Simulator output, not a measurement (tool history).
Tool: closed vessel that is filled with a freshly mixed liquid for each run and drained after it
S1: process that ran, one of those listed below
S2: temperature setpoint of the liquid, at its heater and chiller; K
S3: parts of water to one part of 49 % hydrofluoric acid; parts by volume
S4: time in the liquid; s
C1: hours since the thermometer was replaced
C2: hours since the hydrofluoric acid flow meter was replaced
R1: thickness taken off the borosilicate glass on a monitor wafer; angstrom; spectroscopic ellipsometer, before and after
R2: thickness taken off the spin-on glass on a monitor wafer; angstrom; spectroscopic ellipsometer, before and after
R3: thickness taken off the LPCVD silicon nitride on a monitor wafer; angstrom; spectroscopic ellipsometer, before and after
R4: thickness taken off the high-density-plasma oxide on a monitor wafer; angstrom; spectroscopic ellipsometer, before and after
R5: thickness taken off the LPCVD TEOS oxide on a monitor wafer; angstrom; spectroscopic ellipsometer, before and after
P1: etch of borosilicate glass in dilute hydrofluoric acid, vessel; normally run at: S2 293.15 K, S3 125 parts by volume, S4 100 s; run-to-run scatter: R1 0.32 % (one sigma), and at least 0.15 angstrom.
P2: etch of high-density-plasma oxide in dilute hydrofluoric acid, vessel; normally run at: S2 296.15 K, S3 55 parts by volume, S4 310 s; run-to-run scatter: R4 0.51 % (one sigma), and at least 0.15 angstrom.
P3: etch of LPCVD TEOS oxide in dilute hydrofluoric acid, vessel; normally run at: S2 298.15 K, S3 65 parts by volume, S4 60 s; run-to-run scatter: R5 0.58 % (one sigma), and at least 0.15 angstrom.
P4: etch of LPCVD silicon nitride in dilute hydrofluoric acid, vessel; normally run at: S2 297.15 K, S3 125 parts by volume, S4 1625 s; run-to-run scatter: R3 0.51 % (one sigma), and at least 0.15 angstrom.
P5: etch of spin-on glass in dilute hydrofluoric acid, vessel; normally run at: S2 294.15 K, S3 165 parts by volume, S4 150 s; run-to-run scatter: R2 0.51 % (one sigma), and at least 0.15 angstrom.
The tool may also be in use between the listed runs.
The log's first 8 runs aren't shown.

Run 9, hour 40: S1 P4, S2 297.15 K, S3 185 parts by volume, S4 1625 s; C1 1051.6; C2 998.5. Result: R3 45.05 angstrom.
Run 10, hour 45.2: S1 P5, S2 301.65 K, S3 165 parts by volume, S4 150 s; C1 1056.8; C2 1003.7. Result: R2 647.06 angstrom.
Run 11, hour 48.4: S1 P5, S2 294.15 K, S3 165 parts by volume, S4 150 s; C1 1060; C2 1006.9. Result: R2 488.75 angstrom.
Run 12, hour 52.8: S1 P2, S2 296.15 K, S3 55 parts by volume, S4 465 s; C1 1064.4; C2 1011.3. Result: R4 504.7 angstrom.
Run 13, hour 57.2: S1 P4, S2 302.65 K, S3 125 parts by volume, S4 1625 s; C1 1068.8; C2 1015.7. Result: R3 93.965 angstrom.
Run 14, hour 61.5: S1 P1, S2 293.15 K, S3 45 parts by volume, S4 100 s; C1 1073.1; C2 1020. Result: R1 399.3 angstrom.
At hour 64.1: hydrofluoric acid flow meter replaced.
Run 15, hour 65.1: S1 P3, S2 298.15 K, S3 65 parts by volume, S4 60 s; C1 1076.7; C2 1.1. Result: R5 553.52 angstrom.
Run 16, hour 68.6: S1 P2, S2 291.65 K, S3 55 parts by volume, S4 310 s; C1 1080.2; C2 4.6. Result: R4 276.8 angstrom.
Run 17, hour 71: S1 P3, S2 290.15 K, S3 65 parts by volume, S4 60 s; C1 1082.6; C2 7. Result: R5 398.42 angstrom.
Run 18, hour 76.1: S1 P1, S2 293.15 K, S3 180 parts by volume, S4 100 s; C1 1087.7; C2 12.1. Result: R1 85.706 angstrom.
Run 19, hour 79.9: S1 P1, S2 293.15 K, S3 125 parts by volume, S4 35 s; C1 1091.5; C2 15.9. Result: R1 45.623 angstrom.
Run 20, hour 84.3: S1 P1, S2 298.15 K, S3 125 parts by volume, S4 100 s; C1 1095.9; C2 20.3. Result: R1 160.13 angstrom.
Run 21, hour 89.5: S1 P1, S2 293.15 K, S3 125 parts by volume, S4 100 s; C1 1101.1; C2 25.5. Result: R1 131.13 angstrom.
Run 22, hour 94.7: S1 P3, S2 298.15 K, S3 65 parts by volume, S4 85 s; C1 1106.3; C2 30.7. Result: R5 790.97 angstrom.
Run 23, hour 98.4: S1 P4, S2 297.15 K, S3 125 parts by volume, S4 1625 s; C1 1110; C2 34.4. Result: R3 66.259 angstrom.
Run 24, hour 101.4: S1 P1, S2 293.15 K, S3 125 parts by volume, S4 100 s; C1 1113; C2 37.4. Result: R1 131.38 angstrom.
Run 25, hour 105.7: S1 P1, S2 290.15 K, S3 125 parts by volume, S4 100 s; C1 1117.3; C2 41.7. Result: R1 115.78 angstrom.
Run 26, hour 109.1: S1 P5, S2 294.15 K, S3 165 parts by volume, S4 150 s; C1 1120.7; C2 45.1. Result: R2 487.89 angstrom.
Run 27, hour 112.8: S1 P4, S2 297.15 K, S3 125 parts by volume, S4 1625 s; C1 1124.4; C2 48.8. Result: R3 66.504 angstrom.
Run 28, hour 116.4: S1 P3, S2 298.15 K, S3 40 parts by volume, S4 60 s; C1 1128; C2 52.4. Result: R5 932.04 angstrom.
Run 29, hour 119.2: S1 P2, S2 296.15 K, S3 20 parts by volume, S4 310 s; C1 1130.8; C2 55.2. Result: R4 967.08 angstrom.
Run 30, hour 124.3: S1 P1, S2 293.15 K, S3 125 parts by volume, S4 100 s; C1 1135.9; C2 60.3. Result: R1 131.64 angstrom.
Run 31, hour 126.9: S1 P1, S2 293.15 K, S3 125 parts by volume, S4 100 s; C1 1138.5; C2 62.9. Result: R1 133.98 angstrom.
Run 32, hour 129.4: S1 P1, S2 293.15 K, S3 125 parts by volume, S4 100 s; C1 1141; C2 65.4. Result: R1 137.66 angstrom.
Run 33, hour 133.2: S1 P1, S2 293.15 K, S3 125 parts by volume, S4 100 s; C1 1144.8; C2 69.2. Result: R1 140.7 angstrom.

Run 34 comes next. What will it give?
Run 34, hour 137.2: S1 P1, S2 293.15 K, S3 125 parts by volume, S4 100 s; C1 1148.8; C2 73.2. Result: R1 ?.

R1: 141.56 angstrom
